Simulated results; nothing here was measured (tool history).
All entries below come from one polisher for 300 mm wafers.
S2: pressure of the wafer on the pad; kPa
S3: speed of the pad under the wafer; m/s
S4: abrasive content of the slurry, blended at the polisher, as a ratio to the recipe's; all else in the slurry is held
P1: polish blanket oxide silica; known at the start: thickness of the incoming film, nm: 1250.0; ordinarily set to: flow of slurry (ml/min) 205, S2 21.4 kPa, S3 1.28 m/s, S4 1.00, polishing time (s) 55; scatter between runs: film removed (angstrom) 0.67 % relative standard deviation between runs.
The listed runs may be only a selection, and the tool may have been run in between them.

Run 1, day 0.562: flow of slurry (ml/min) 205, S2 21.4 kPa, S3 1.28 m/s, S4 1.00, polishing time (s) 55. Result: film removed (angstrom) 1597.20.
Run 2, day 1.067: flow of slurry (ml/min) 205, S2 21.4 kPa, S3 1.28 m/s, S4 1.00, polishing time (s) 28. Result: film removed (angstrom) 815.21.
Run 3, day 1.412: flow of slurry (ml/min) 205, S2 21.4 kPa, S3 0.62 m/s, S4 1.00, polishing time (s) 55. Result: film removed (angstrom) 898.14.
Run 4, day 1.979: flow of slurry (ml/min) 290, S2 21.4 kPa, S3 1.28 m/s, S4 1.00, polishing time (s) 55. Result: film removed (angstrom) 1658.80.
Run 5, day 2.358: flow of slurry (ml/min) 205, S2 9.7 kPa, S3 1.28 m/s, S4 1.00, polishing time (s) 55. Result: film removed (angstrom) 725.00.
Run 6, day 2.846: flow of slurry (ml/min) 205, S2 21.4 kPa, S3 1.28 m/s, S4 1.30, polishing time (s) 55. Result: film removed (angstrom) 1787.20.
Run 7, day 3.188: flow of slurry (ml/min) 205, S2 21.4 kPa, S3 1.28 m/s, S4 1.00, polishing time (s) 55. Result: film removed (angstrom) 1593.30.
Run 8, day 3.488: flow of slurry (ml/min) 205, S2 21.4 kPa, S3 1.28 m/s, S4 1.00, polishing time (s) 55. Result: film removed (angstrom) 1598.20.
Run 9, day 3.979: flow of slurry (ml/min) 205, S2 21.4 kPa, S3 1.90 m/s, S4 1.00, polishing time (s) 55. Result: film removed (angstrom) 2182.80.
Run 10, day 4.508: flow of slurry (ml/min) 205, S2 21.4 kPa, S3 1.28 m/s, S4 1.00, polishing time (s) 77. Result: film removed (angstrom) 2222.90.
Run 11, day 5.025: flow of slurry (ml/min) 205, S2 21.4 kPa, S3 0.74 m/s, S4 1.00, polishing time (s) 72. Result: film removed (angstrom) 1360.10.
Run 12, day 5.529: flow of slurry (ml/min) 205, S2 21.4 kPa, S3 1.28 m/s, S4 1.00, polishing time (s) 55. Result: film removed (angstrom) 1575.10.
Run 13, day 6.121: flow of slurry (ml/min) 205, S2 29.6 kPa, S3 1.28 m/s, S4 1.00, polishing time (s) 55. Result: film removed (angstrom) 2225.60.
Run 14, day 6.783: flow of slurry (ml/min) 145, S2 21.4 kPa, S3 1.28 m/s, S4 1.00, polishing time (s) 55. Result: film removed (angstrom) 1513.20.
Run 15, day 7.450: flow of slurry (ml/min) 295, S2 30.3 kPa, S3 1.28 m/s, S4 1.00, polishing time (s) 55. Result: film removed (angstrom) 2353.80.
Run 16, day 8.046: flow of slurry (ml/min) 205, S2 21.4 kPa, S3 1.28 m/s, S4 1.00, polishing time (s) 55. Result: film removed (angstrom) 1579.00.
Run 17, day 8.333: flow of slurry (ml/min) 205, S2 21.4 kPa, S3 1.28 m/s, S4 0.55, polishing time (s) 55. Result: film removed (angstrom) 1162.50.
Run 18, day 8.975: flow of slurry (ml/min) 205, S2 21.4 kPa, S3 0.68 m/s, S4 1.00, polishing time (s) 33. Result: film removed (angstrom) 580.85.
Run 19, day 9.550: flow of slurry (ml/min) 205, S2 21.4 kPa, S3 1.28 m/s, S4 1.00, polishing time (s) 55. Result: film removed (angstrom) 1599.30.

Predict the results of run 20:
Run 20, day 10.071: flow of slurry (ml/min) 205, S2 21.4 kPa, S3 1.28 m/s, S4 1.00, polishing time (s) 55. Result: film removed (angstrom) ?.

{"run 20": {"film removed (angstrom)": 1531.2}}
